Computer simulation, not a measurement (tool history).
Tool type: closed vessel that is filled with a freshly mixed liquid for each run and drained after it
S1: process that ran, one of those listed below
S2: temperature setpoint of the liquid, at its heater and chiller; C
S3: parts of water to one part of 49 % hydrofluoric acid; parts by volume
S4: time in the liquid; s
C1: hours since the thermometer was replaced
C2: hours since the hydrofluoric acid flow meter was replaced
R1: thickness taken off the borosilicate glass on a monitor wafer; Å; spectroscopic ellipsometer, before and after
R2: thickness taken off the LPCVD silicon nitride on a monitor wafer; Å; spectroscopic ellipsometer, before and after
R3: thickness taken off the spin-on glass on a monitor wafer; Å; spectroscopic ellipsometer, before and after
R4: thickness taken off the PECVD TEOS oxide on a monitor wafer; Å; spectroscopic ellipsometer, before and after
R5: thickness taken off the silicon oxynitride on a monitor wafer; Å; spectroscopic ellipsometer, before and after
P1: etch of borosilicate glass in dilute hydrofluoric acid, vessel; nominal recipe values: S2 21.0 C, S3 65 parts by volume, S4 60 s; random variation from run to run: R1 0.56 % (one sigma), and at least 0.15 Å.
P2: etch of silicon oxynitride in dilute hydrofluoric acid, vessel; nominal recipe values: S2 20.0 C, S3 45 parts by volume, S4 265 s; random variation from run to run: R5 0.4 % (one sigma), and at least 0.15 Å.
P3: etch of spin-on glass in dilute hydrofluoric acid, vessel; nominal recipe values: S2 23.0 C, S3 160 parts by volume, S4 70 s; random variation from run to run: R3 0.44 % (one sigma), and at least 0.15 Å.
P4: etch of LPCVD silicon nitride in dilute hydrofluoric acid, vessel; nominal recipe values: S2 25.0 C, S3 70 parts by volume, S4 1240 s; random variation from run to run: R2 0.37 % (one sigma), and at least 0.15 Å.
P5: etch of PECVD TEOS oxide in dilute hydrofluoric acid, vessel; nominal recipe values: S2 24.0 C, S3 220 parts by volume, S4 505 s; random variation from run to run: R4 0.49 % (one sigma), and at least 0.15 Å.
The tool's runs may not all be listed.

{"run": 1, "day": 0.446, "S1": "P1", "S2": 21.0, "S3": 65, "S4": 60, "C1": 754.4, "C2": 141.0, "R1": 359.52}
{"run": 2, "day": 0.758, "S1": "P4", "S2": 25.0, "S3": 70, "S4": 1240, "C1": 761.9, "C2": 148.5, "R2": 100.36}
{"run": 3, "day": 1.088, "S1": "P1", "S2": 21.0, "S3": 40, "S4": 60, "C1": 769.8, "C2": 156.4, "R1": 604.78}
{"run": 4, "day": 1.338, "S1": "P1", "S2": 21.0, "S3": 100, "S4": 60, "C1": 775.8, "C2": 162.4, "R1": 223.5}
{"run": 5, "day": 1.867, "S1": "P4", "S2": 29.5, "S3": 70, "S4": 1240, "C1": 788.5, "C2": 175.1, "R2": 134.25}
{"run": 6, "day": 2.25, "S1": "P3", "S2": 23.0, "S3": 160, "S4": 70, "C1": 797.7, "C2": 184.3, "R3": 202.78}
{"run": 7, "day": 2.625, "S1": "P4", "S2": 25.0, "S3": 30, "S4": 1240, "C1": 806.7, "C2": 193.3, "R2": 229.04}
{"run": 8, "day": 2.988, "S1": "P4", "S2": 25.0, "S3": 70, "S4": 235, "C1": 815.4, "C2": 202.0, "R2": 18.867}
{"run": 9, "day": 3.233, "S1": "P3", "S2": 23.0, "S3": 160, "S4": 30, "C1": 821.3, "C2": 207.9, "R3": 87.149}
{"run": 10, "day": 3.642, "S1": "P1", "S2": 21.0, "S3": 65, "S4": 60, "C1": 831.1, "C2": 217.7, "R1": 362.92}
{"run": 11, "day": 4.088, "S1": "P3", "S2": 23.0, "S3": 25, "S4": 70, "C1": 841.8, "C2": 228.4, "R3": 1542.0}
{"run": 12, "day": 4.512, "S1": "P1", "S2": 21.0, "S3": 65, "S4": 60, "C1": 852.0, "C2": 238.6, "R1": 367.3}
{"run": 13, "day": 5.004, "S1": "P1", "S2": 21.0, "S3": 65, "S4": 30, "C1": 863.8, "C2": 250.4, "R1": 180.49}
{"run": 14, "day": 5.542, "S1": "P1", "S2": 21.0, "S3": 65, "S4": 60, "C1": 876.7, "C2": 263.3, "R1": 363.51}
{"run": 15, "day": 5.942, "S1": "P5", "S2": 24.0, "S3": 220, "S4": 505, "C1": 886.3, "C2": 272.9, "R4": 170.54}
{"run": 16, "day": 6.196, "S1": "P2", "S2": 20.0, "S3": 20, "S4": 265, "C1": 892.4, "C2": 279.0, "R5": 353.34}
{"run": 17, "day": 6.688, "S1": "P2", "S2": 20.0, "S3": 45, "S4": 265, "C1": 904.2, "C2": 290.8, "R5": 155.55}
{"run": 18, "day": 6.929, "S1": "P1", "S2": 17.0, "S3": 65, "S4": 60, "C1": 910.0, "C2": 296.6, "R1": 306.85}
{"run": 19, "day": 7.379, "S1": "P5", "S2": 24.0, "S3": 55, "S4": 505, "C1": 920.8, "C2": 307.4, "R4": 829.72}
{"run": 20, "day": 7.788, "S1": "P1", "S2": 21.0, "S3": 65, "S4": 60, "C1": 930.6, "C2": 317.2, "R1": 360.32}
{"run": 21, "day": 8.038, "S1": "P1", "S2": 25.0, "S3": 65, "S4": 60, "C1": 936.6, "C2": 323.2, "R1": 422.71}
{"run": 22, "day": 8.438, "S1": "P4", "S2": 25.0, "S3": 70, "S4": 1240, "C1": 946.2, "C2": 332.8, "R2": 99.496}
{"run": 23, "day": 8.771, "S1": "P5", "S2": 18.5, "S3": 220, "S4": 505, "C1": 954.2, "C2": 340.8, "R4": 140.02}
{"run": 24, "day": 9.1, "S1": "P1", "S2": 21.0, "S3": 65, "S4": 60, "C1": 962.1, "C2": 348.7, "R1": 364.59}

For run 25, what comes out?
{"run": 25, "day": 9.533, "S1": "P1", "S2": 21.0, "S3": 105, "S4": 95, "C1": 972.5, "C2": 359.1, "R1": "?"}

{"run 25": {"R1": 337.9}}
